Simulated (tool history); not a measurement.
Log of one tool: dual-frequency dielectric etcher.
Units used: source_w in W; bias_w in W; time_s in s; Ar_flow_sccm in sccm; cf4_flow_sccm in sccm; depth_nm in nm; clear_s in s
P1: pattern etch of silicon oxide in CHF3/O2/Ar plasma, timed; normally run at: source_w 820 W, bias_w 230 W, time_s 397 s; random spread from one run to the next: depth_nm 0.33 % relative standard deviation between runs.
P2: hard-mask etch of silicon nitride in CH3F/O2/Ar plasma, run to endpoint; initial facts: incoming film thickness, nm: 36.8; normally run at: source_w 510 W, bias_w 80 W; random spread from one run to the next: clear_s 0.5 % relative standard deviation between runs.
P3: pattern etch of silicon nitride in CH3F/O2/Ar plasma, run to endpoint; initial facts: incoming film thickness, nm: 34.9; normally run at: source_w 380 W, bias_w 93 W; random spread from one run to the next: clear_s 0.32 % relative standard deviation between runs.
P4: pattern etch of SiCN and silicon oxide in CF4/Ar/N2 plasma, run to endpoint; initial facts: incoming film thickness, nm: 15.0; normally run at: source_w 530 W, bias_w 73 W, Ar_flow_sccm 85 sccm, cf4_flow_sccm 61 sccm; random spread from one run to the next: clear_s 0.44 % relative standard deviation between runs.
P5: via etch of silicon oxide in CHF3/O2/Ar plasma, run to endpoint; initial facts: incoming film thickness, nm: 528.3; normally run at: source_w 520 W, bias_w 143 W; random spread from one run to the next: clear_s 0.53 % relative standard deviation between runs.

run,hour,process,source_w,bias_w,time_s,Ar_flow_sccm,cf4_flow_sccm,hours since the last wet clean,hours since the last source power generator calibration,hours since the last bias power generator calibration,depth_nm,clear_s
1,9.9,P1,820,230,397,,,321.2,1609.6,1026.8,974.23,
2,26.6,P1,820,180,397,,,337.9,1626.3,1043.5,894.31,
3,43.7,P1,820,230,397,,,355,1643.4,1060.6,966.41,
4,54.2,P1,820,230,397,,,365.5,1653.9,1071.1,971.02,
5,68.1,P2,510,54,,,,379.4,1667.8,1085,,54.229
6,85.4,P4,530,73,,63,61,396.7,1685.1,1102.3,,14.979
7,100.3,P3,380,60,,,,411.6,1700,1117.2,,53.878
8,117.5,P1,550,318,397,,,428.8,1717.2,1134.4,932.84,
9,127.4,P5,520,143,,,,438.7,1727.1,1144.3,,302.51
10,142.4,P2,510,80,,,,453.7,1742.1,1159.3,,47.839
11,160,P1,820,230,237.5,,,471.3,1759.7,1176.9,581.39,
12,177.6,P1,820,230,397,,,488.9,1777.3,1194.5,959.89,
13,185.9,P1,820,230,397,,,497.2,1785.6,1202.8,959,
14,199.4,P2,510,80,,,,510.7,1799.1,1216.3,,47.412
15,208.3,P1,820,153,480.5,,,519.6,1808,1225.2,1020.9,
16,226.7,P1,820,230,397,,,538,1826.4,1243.6,964.71,
17,236.2,P4,530,86,,85,61,547.5,1835.9,1253.1,,14.772
18,246.9,P4,530,73,,85,61,558.2,1846.6,1263.8,,15.573
# hour 251.5: source power generator calibrated
19,255.8,P4,650,73,,85,61,567.1,4.4,1272.7,,13.048
20,265.2,P1,820,325,397,,,576.5,13.8,1282.1,1093.1,
21,274.3,P1,640,230,397,,,585.6,22.9,1291.2,878.24,
22,287.6,P5,520,87,,,,598.9,36.2,1304.5,,352.09
23,302.9,P3,380,93,,,,614.2,51.5,1319.8,,46.672
24,318.5,P3,220,93,,,,629.8,67.1,1335.4,,57.256
25,327.1,P2,310,80,,,,638.4,75.7,1344,,57.696
26,339.4,P4,530,73,,85,82,650.7,88,1356.3,,15.033
27,351.1,P5,340,143,,,,662.4,99.7,1368,,352.29
28,365,P1,820,230,595,,,676.3,113.6,1381.9,1437.1,
29,375.7,P1,1120,230,288,,,687,124.3,1392.6,792.95,
30,388.8,P4,530,73,,85,61,700.1,137.4,1405.7,,15.727
31,397.6,P1,1010,230,397,,,708.9,146.2,1414.5,1047.5,
32,413.4,P1,820,230,397,,,724.7,162,1430.3,964.08,
33,426.8,P1,820,230,397,,,738.1,175.4,1443.7,972.41,
34,441.9,P1,820,230,397,,,753.2,190.5,1458.8,974.98,
# hour 453.1: wet clean of the chamber
35,457.1,P1,820,230,397,,,4.1,205.7,1474,981.9,
36,468.1,P1,820,230,397,,,15.1,216.7,1485,981.18,
37,482.3,P1,820,230,397,,,29.3,230.9,1499.2,977.37,
38,491.4,P1,820,230,397,,,38.4,240,1508.3,980.57,
39,502.2,P1,820,230,397,,,49.2,250.8,1519.1,985.13,
40,513.5,P1,820,230,397,,,60.5,262.1,1530.4,981.8,
41,524.4,P1,820,230,397,,,71.4,273,1541.3,977.15,

What P1 gives has crept off from where it sat before. The 2 causes that follow fit the log equally well, each at the size noted:
A: bias power that arrives over what is set, % = 4.87
B: source power that arrives over what is set, % = 4.44
The gradual shift began around hour 413.4.
Excluded causes, each with its reason:
chamber walls in a state that raises the etch rate, %: work on it at hour 453.1, done after the drift set in, did not restore what the process gave before

Of the 4 check runs below, each run on 2 wafers with the results averaged and each result still a question mark, which one would tell the listed causes apart?
check 1,535.3,P2,320,80,,,,,,,,?
check 2,535.3,P4,530,73,,69,61,,,,,?
check 3,535.3,P3,220,93,,,,,,,,?
check 4,535.3,P5,430,120,,,,,,,,?

What each check would give under each cause:
check,result,if A,if B
check 1,clear_s,55.942,55.983
check 2,clear_s,14.923,14.582
check 3,clear_s,56.075,56.182
check 4,clear_s,337.65,337.04
Gap, in per cent, between the two causes that each check separates least, read from the result that separates them most: check 1 0.07 %; check 2 2.31 %; check 3 0.19 %; check 4 0.18 %
Check 2 is the one run that separates the causes; every other check would come out nearly the same whichever cause is at work.

Then check 2 was run and gave: clear_s 14.666 s. Which cause is it?

It is B: source power that arrives over what is set, %.
